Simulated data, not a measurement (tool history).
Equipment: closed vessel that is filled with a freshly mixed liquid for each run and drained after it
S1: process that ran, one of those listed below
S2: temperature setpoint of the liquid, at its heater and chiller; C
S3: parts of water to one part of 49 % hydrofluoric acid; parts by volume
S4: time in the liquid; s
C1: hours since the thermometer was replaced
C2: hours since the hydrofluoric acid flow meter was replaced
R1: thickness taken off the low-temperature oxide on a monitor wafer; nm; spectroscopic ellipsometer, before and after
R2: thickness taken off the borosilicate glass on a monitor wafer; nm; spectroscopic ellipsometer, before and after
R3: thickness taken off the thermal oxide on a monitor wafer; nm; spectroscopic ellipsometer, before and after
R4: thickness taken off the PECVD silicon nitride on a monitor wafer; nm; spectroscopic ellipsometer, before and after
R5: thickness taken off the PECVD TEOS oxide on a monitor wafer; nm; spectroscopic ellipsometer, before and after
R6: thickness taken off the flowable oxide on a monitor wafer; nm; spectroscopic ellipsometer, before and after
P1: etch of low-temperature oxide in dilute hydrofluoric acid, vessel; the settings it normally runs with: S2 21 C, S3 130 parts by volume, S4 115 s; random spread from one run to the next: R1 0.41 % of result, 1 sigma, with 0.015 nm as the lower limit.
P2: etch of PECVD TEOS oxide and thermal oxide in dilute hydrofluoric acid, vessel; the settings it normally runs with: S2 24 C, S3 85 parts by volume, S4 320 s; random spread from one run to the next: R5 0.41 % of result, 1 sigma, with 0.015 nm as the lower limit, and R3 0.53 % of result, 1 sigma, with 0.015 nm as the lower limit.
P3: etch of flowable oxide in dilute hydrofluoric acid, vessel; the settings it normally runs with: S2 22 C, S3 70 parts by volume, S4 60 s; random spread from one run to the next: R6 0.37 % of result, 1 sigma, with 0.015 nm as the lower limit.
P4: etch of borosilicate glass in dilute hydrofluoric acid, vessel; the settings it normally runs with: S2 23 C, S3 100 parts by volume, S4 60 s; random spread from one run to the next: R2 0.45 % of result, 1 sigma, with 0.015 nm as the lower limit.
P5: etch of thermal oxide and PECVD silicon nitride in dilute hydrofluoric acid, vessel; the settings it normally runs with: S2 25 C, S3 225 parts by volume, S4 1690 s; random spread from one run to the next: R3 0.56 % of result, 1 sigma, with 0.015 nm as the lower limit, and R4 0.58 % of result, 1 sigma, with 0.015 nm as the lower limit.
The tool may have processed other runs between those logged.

run,hour,S1,S2,S3,S4,C1,C2,R1,R2,R3,R4,R5,R6
1,11.7,P1,21,130,115,988.2,614,7.7836,,,,,
2,20.9,P1,21,130,115,997.4,623.2,7.7289,,,,,
3,29.9,P4,17,100,60,1006.4,632.2,,11.181,,,,
4,37.7,P1,17,175,115,1014.2,640,4.6722,,,,,
5,46.8,P1,17,130,55,1023.3,649.1,3.1347,,,,,
6,59.9,P5,25,225,1690,1036.4,662.2,,,31.499,14.911,,
7,69.1,P1,17,130,115,1045.6,671.4,6.6544,,,,,
8,81.8,P4,23,100,30,1058.3,684.1,,7.1147,,,,
9,88.1,P4,23,100,60,1064.6,690.4,,14.222,,,,
10,95.1,P1,21,130,185,1071.6,697.4,12.442,,,,,
11,107.7,P4,23,135,60,1084.2,710,,10.168,,,,
12,120.1,P2,24,85,320,1096.6,722.4,,,18.794,,48.855,
13,130.5,P1,21,200,115,1107,732.8,4.6864,,,,,
14,140.7,P5,25,225,2690,1117.2,743,,,50.205,24.015,,
15,150.7,P2,24,85,630,1127.2,753,,,36.825,,95.942,
16,163.4,P1,21,45,115,1139.9,765.7,24.835,,,,,
17,173.9,P5,25,400,1690,1150.4,776.2,,,14.854,8.5076,,
18,181.6,P1,21,130,115,1158.1,783.9,7.8043,,,,,
19,192.3,P2,24,85,320,1168.8,794.6,,,18.87,,48.691,
# hour 197.4: thermometer replaced
20,199.2,P1,21,130,115,1.9,801.5,7.7599,,,,,

Run 21 comes next. What will it give?
21,207.1,P3,22,70,60,9.8,809.4,,,,,,?

{"run 21": {"R6": 38.668}}
